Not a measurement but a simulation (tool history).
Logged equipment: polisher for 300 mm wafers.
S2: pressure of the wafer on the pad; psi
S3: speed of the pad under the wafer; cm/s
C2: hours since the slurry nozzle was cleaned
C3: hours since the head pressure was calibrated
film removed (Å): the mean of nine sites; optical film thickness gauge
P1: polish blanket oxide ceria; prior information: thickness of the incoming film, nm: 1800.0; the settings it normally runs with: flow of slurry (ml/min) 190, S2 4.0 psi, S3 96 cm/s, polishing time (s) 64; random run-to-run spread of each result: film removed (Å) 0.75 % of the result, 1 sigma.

{"run": 1, "hour": 3.2, "flow of slurry (ml/min)": 190, "S2": 4.0, "S3": 96, "polishing time (s)": 64, "wafers polished on this pad": 547, "C2": 245.5, "C3": 317.3, "film removed (Å)": 3059.5}
{"run": 2, "hour": 8.4, "flow of slurry (ml/min)": 190, "S2": 4.0, "S3": 96, "polishing time (s)": 64, "wafers polished on this pad": 611, "C2": 250.7, "C3": 322.5, "film removed (Å)": 3089.1}
{"run": 3, "hour": 14.3, "flow of slurry (ml/min)": 190, "S2": 4.0, "S3": 96, "polishing time (s)": 64, "wafers polished on this pad": 684, "C2": 256.6, "C3": 328.4, "film removed (Å)": 3015.9}
{"run": 4, "hour": 19.2, "flow of slurry (ml/min)": 190, "S2": 4.0, "S3": 122, "polishing time (s)": 42, "wafers polished on this pad": 745, "C2": 261.5, "C3": 333.3, "film removed (Å)": 2504.7}
{"run": 5, "hour": 25.2, "flow of slurry (ml/min)": 190, "S2": 4.0, "S3": 66, "polishing time (s)": 64, "wafers polished on this pad": 819, "C2": 267.5, "C3": 339.3, "film removed (Å)": 2077.9}
{"hour": 29.6, "done": "head pressure recalibrated"}
{"run": 6, "hour": 30.8, "flow of slurry (ml/min)": 115, "S2": 4.0, "S3": 96, "polishing time (s)": 64, "wafers polished on this pad": 888, "C2": 273.1, "C3": 1.3, "film removed (Å)": 2817.0}
{"run": 7, "hour": 34.0, "flow of slurry (ml/min)": 190, "S2": 4.0, "S3": 96, "polishing time (s)": 64, "wafers polished on this pad": 927, "C2": 276.3, "C3": 4.5, "film removed (Å)": 3084.9}
{"run": 8, "hour": 39.6, "flow of slurry (ml/min)": 190, "S2": 4.0, "S3": 96, "polishing time (s)": 64, "wafers polished on this pad": 996, "C2": 281.9, "C3": 10.1, "film removed (Å)": 3071.0}
{"run": 9, "hour": 44.5, "flow of slurry (ml/min)": 115, "S2": 5.4, "S3": 96, "polishing time (s)": 64, "wafers polished on this pad": 1057, "C2": 286.8, "C3": 15.0, "film removed (Å)": 3831.2}
{"run": 10, "hour": 48.6, "flow of slurry (ml/min)": 270, "S2": 4.0, "S3": 96, "polishing time (s)": 83, "wafers polished on this pad": 1107, "C2": 290.9, "C3": 19.1, "film removed (Å)": 4111.6}
{"run": 11, "hour": 52.0, "flow of slurry (ml/min)": 190, "S2": 4.0, "S3": 142, "polishing time (s)": 64, "wafers polished on this pad": 1149, "C2": 294.3, "C3": 22.5, "film removed (Å)": 4511.9}
{"run": 12, "hour": 54.7, "flow of slurry (ml/min)": 260, "S2": 4.0, "S3": 96, "polishing time (s)": 64, "wafers polished on this pad": 1183, "C2": 297.0, "C3": 25.2, "film removed (Å)": 3162.8}
{"run": 13, "hour": 60.6, "flow of slurry (ml/min)": 190, "S2": 4.0, "S3": 96, "polishing time (s)": 43, "wafers polished on this pad": 1255, "C2": 302.9, "C3": 31.1, "film removed (Å)": 2061.4}
{"run": 14, "hour": 63.8, "flow of slurry (ml/min)": 190, "S2": 4.0, "S3": 96, "polishing time (s)": 91, "wafers polished on this pad": 1295, "C2": 306.1, "C3": 34.3, "film removed (Å)": 4323.0}
{"run": 15, "hour": 69.2, "flow of slurry (ml/min)": 190, "S2": 2.6, "S3": 96, "polishing time (s)": 64, "wafers polished on this pad": 1361, "C2": 311.5, "C3": 39.7, "film removed (Å)": 1990.6}
{"run": 16, "hour": 73.4, "flow of slurry (ml/min)": 190, "S2": 6.2, "S3": 96, "polishing time (s)": 64, "wafers polished on this pad": 1413, "C2": 315.7, "C3": 43.9, "film removed (Å)": 4754.1}
{"run": 17, "hour": 77.7, "flow of slurry (ml/min)": 190, "S2": 4.0, "S3": 96, "polishing time (s)": 64, "wafers polished on this pad": 1466, "C2": 320.0, "C3": 48.2, "film removed (Å)": 3063.0}
{"run": 18, "hour": 83.0, "flow of slurry (ml/min)": 190, "S2": 4.0, "S3": 96, "polishing time (s)": 64, "wafers polished on this pad": 1532, "C2": 325.3, "C3": 53.5, "film removed (Å)": 3027.1}
{"run": 19, "hour": 88.8, "flow of slurry (ml/min)": 190, "S2": 4.0, "S3": 96, "polishing time (s)": 64, "wafers polished on this pad": 1603, "C2": 331.1, "C3": 59.3, "film removed (Å)": 2933.9}
{"run": 20, "hour": 92.7, "flow of slurry (ml/min)": 190, "S2": 4.0, "S3": 96, "polishing time (s)": 64, "wafers polished on this pad": 1651, "C2": 335.0, "C3": 63.2, "film removed (Å)": 2910.3}

Expected results for the next run?
{"run": 21, "hour": 96.8, "flow of slurry (ml/min)": 190, "S2": 4.0, "S3": 96, "polishing time (s)": 64, "wafers polished on this pad": 1702, "C2": 339.1, "C3": 67.3, "film removed (Å)": "?"}

{"run 21": {"film removed (Å)": 2915.6}}
